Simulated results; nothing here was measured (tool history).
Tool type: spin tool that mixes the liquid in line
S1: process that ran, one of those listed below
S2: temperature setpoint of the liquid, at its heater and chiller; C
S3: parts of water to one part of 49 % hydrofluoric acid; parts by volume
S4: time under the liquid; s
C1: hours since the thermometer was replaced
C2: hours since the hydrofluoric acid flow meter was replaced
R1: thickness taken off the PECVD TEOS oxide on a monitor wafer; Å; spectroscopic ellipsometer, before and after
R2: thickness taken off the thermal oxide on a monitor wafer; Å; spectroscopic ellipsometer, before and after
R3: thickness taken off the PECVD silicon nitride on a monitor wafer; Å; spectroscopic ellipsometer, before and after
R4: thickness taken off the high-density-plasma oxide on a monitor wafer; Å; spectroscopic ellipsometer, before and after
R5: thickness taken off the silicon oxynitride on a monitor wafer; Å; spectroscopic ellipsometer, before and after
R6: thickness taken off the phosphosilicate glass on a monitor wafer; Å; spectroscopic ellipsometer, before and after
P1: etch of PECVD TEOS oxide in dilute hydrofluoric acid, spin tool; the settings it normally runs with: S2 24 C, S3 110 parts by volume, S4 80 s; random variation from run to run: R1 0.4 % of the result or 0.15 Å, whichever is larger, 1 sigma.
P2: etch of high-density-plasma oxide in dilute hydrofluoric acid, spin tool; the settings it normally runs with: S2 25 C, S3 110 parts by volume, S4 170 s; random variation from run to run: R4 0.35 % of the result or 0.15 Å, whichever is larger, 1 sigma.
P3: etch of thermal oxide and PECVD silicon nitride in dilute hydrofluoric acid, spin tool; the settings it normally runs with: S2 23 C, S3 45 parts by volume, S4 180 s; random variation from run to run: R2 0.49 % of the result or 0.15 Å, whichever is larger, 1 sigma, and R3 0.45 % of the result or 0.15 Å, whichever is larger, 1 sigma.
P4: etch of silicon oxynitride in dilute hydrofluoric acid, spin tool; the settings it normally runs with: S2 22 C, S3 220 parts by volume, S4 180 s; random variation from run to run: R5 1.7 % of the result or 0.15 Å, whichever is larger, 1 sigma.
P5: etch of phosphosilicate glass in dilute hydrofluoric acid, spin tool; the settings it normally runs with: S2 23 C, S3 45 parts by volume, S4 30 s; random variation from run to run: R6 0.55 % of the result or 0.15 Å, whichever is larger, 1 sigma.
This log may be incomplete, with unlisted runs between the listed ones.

Run 1, hour 6.2: S1 P1, S2 24 C, S3 110 parts by volume, S4 80 s; C1 1089.7; C2 170.4. Result: R1 199.99 Å.
Run 2, hour 11.3: S1 P3, S2 23 C, S3 45 parts by volume, S4 180 s; C1 1094.8; C2 175.5. Result: R2 192.89 Å, R3 75.482 Å.
Run 3, hour 18.5: S1 P3, S2 23 C, S3 20 parts by volume, S4 180 s; C1 1102; C2 182.7. Result: R2 441.66 Å, R3 166.71 Å.
Run 4, hour 27.6: S1 P2, S2 25 C, S3 70 parts by volume, S4 170 s; C1 1111.1; C2 191.8. Result: R4 131.89 Å.
Run 5, hour 36.5: S1 P1, S2 24 C, S3 110 parts by volume, S4 80 s; C1 1120; C2 200.7. Result: R1 199.21 Å.
Run 6, hour 45.2: S1 P2, S2 25 C, S3 110 parts by volume, S4 170 s; C1 1128.7; C2 209.4. Result: R4 79.518 Å.
Run 7, hour 50.3: S1 P4, S2 22 C, S3 220 parts by volume, S4 180 s; C1 1133.8; C2 214.5. Result: R5 12.629 Å.
Run 8, hour 56.2: S1 P1, S2 24 C, S3 110 parts by volume, S4 35 s; C1 1139.7; C2 220.4. Result: R1 87.489 Å.
Run 9, hour 64.6: S1 P1, S2 24 C, S3 40 parts by volume, S4 135 s; C1 1148.1; C2 228.8. Result: R1 1018.5 Å.
Run 10, hour 69.4: S1 P4, S2 17 C, S3 220 parts by volume, S4 180 s; C1 1152.9; C2 233.6. Result: R5 10.192 Å.
Run 11, hour 77.3: S1 P2, S2 33 C, S3 110 parts by volume, S4 170 s; C1 1160.8; C2 241.5. Result: R4 107.72 Å.
Run 12, hour 83.8: S1 P1, S2 18 C, S3 110 parts by volume, S4 80 s; C1 1167.3; C2 248. Result: R1 157.57 Å.
Run 13, hour 90.7: S1 P1, S2 24 C, S3 110 parts by volume, S4 80 s; C1 1174.2; C2 254.9. Result: R1 200.86 Å.
Run 14, hour 99.9: S1 P4, S2 22 C, S3 55 parts by volume, S4 180 s; C1 1183.4; C2 264.1. Result: R5 56.539 Å.
Run 15, hour 105.7: S1 P1, S2 29.5 C, S3 110 parts by volume, S4 80 s; C1 1189.2; C2 269.9. Result: R1 247.76 Å.
Run 16, hour 114.8: S1 P3, S2 17 C, S3 45 parts by volume, S4 180 s; C1 1198.3; C2 279. Result: R2 147.39 Å, R3 50.278 Å.
Run 17, hour 122.6: S1 P1, S2 24 C, S3 110 parts by volume, S4 140 s; C1 1206.1; C2 286.8. Result: R1 349.82 Å.
Run 18, hour 131.5: S1 P1, S2 24 C, S3 60 parts by volume, S4 80 s; C1 1215; C2 295.7. Result: R1 390.31 Å.
Run 19, hour 138.4: S1 P5, S2 23 C, S3 45 parts by volume, S4 30 s; C1 1221.9; C2 302.6. Result: R6 664.88 Å.
Run 20, hour 148.1: S1 P3, S2 23 C, S3 45 parts by volume, S4 180 s; C1 1231.6; C2 312.3. Result: R2 191.54 Å, R3 76.308 Å.
Run 21, hour 155.4: S1 P4, S2 22 C, S3 220 parts by volume, S4 25 s; C1 1238.9; C2 319.6. Result: R5 1.7877 Å.
Run 22, hour 159.9: S1 P5, S2 23 C, S3 25 parts by volume, S4 30 s; C1 1243.4; C2 324.1. Result: R6 1211.6 Å.
Run 23, hour 169.1: S1 P5, S2 30.5 C, S3 45 parts by volume, S4 30 s; C1 1252.6; C2 333.3. Result: R6 901.27 Å.
Run 24, hour 177.8: S1 P1, S2 24 C, S3 110 parts by volume, S4 80 s; C1 1261.3; C2 342. Result: R1 199.91 Å.
Run 25, hour 183.4: S1 P1, S2 24 C, S3 110 parts by volume, S4 80 s; C1 1266.9; C2 347.6. Result: R1 199.03 Å.
Run 26, hour 190.8: S1 P1, S2 24 C, S3 195 parts by volume, S4 80 s; C1 1274.3; C2 355. Result: R1 101.74 Å.
Run 27, hour 197.8: S1 P3, S2 23 C, S3 45 parts by volume, S4 290 s; C1 1281.3; C2 362. Result: R2 308.33 Å, R3 122.85 Å.
Run 28, hour 204.2: S1 P2, S2 25 C, S3 110 parts by volume, S4 35 s; C1 1287.7; C2 368.4. Result: R4 16.282 Å.
Run 29, hour 213.5: S1 P5, S2 23 C, S3 45 parts by volume, S4 50 s; C1 1297; C2 377.7. Result: R6 1104.7 Å.
Run 30, hour 219.6: S1 P1, S2 24 C, S3 110 parts by volume, S4 80 s; C1 1303.1; C2 383.8. Result: R1 200.46 Å.
Run 31, hour 225.3: S1 P1, S2 24 C, S3 110 parts by volume, S4 80 s; C1 1308.8; C2 389.5. Result: R1 200.1 Å.
Run 32, hour 234.5: S1 P1, S2 24 C, S3 110 parts by volume, S4 80 s; C1 1318; C2 398.7. Result: R1 193.13 Å.
Run 33, hour 242.4: S1 P1, S2 24 C, S3 110 parts by volume, S4 80 s; C1 1325.9; C2 406.6. Result: R1 189.38 Å.
Run 34, hour 246.8: S1 P1, S2 24 C, S3 110 parts by volume, S4 80 s; C1 1330.3; C2 411. Result: R1 189.14 Å.
Run 35, hour 251.8: S1 P1, S2 24 C, S3 110 parts by volume, S4 80 s; C1 1335.3; C2 416. Result: R1 187.13 Å.
Run 36, hour 256.8: S1 P1, S2 24 C, S3 110 parts by volume, S4 80 s; C1 1340.3; C2 421. Result: R1 186.64 Å.
Run 37, hour 262.2: S1 P1, S2 24 C, S3 110 parts by volume, S4 80 s; C1 1345.7; C2 426.4. Result: R1 186.71 Å.
Run 38, hour 268.2: S1 P1, S2 24 C, S3 110 parts by volume, S4 80 s; C1 1351.7; C2 432.4. Result: R1 188.11 Å.
Run 39, hour 276.3: S1 P1, S2 24 C, S3 110 parts by volume, S4 80 s; C1 1359.8; C2 440.5. Result: R1 186.86 Å.

Compared with where it was, what P1 gives has crept away. Each cause listed below fits the log as well as the rest, at the size given for it:
A: liquid colder than its thermometer reads (K) = 1.71
B: hydrofluoric acid flow below the setpoint (%) = 5.77
The process output started creeping at around hour 225.3.

The check runs listed below each take one wafer, and their results are still question marks. Under which run would the listed causes lead to clearly different results?
Run check 1, hour 284.4: S1 P4, S2 22 C, S3 115 parts by volume, S4 180 s. Result: R5 ?.
Run check 2, hour 284.4: S1 P2, S2 32 C, S3 110 parts by volume, S4 55 s. Result: R4 ?.
Run check 3, hour 284.4: S1 P3, S2 23 C, S3 45 parts by volume, S4 250 s. Result: R2 ?, R3 ?.
Run check 4, hour 284.4: S1 P5, S2 30.5 C, S3 30 parts by volume, S4 30 s. Result: R6 ?.

What each check would give under each cause:
  check  result    if A    if B
check 1      R5  24.433   24.86
check 2      R4  31.504  31.304
check 3      R2  248.06  250.19
check 3      R3  94.502  100.26
check 4      R6  1284.8  1292.7
Distance between the nearest two causes, measured in the result of the check that separates them most: check 1 1.73 %; check 2 0.64 %; check 3 5.91 %; check 4 0.62 %
Only in check 3 would the causes give clearly different results; in the remaining checks their results would be nearly the same.

Then check 3 was run and gave: R2 249.22 Å; R3 100.98 Å. Which cause is it?

The cause is B: hydrofluoric acid flow below the setpoint (%).

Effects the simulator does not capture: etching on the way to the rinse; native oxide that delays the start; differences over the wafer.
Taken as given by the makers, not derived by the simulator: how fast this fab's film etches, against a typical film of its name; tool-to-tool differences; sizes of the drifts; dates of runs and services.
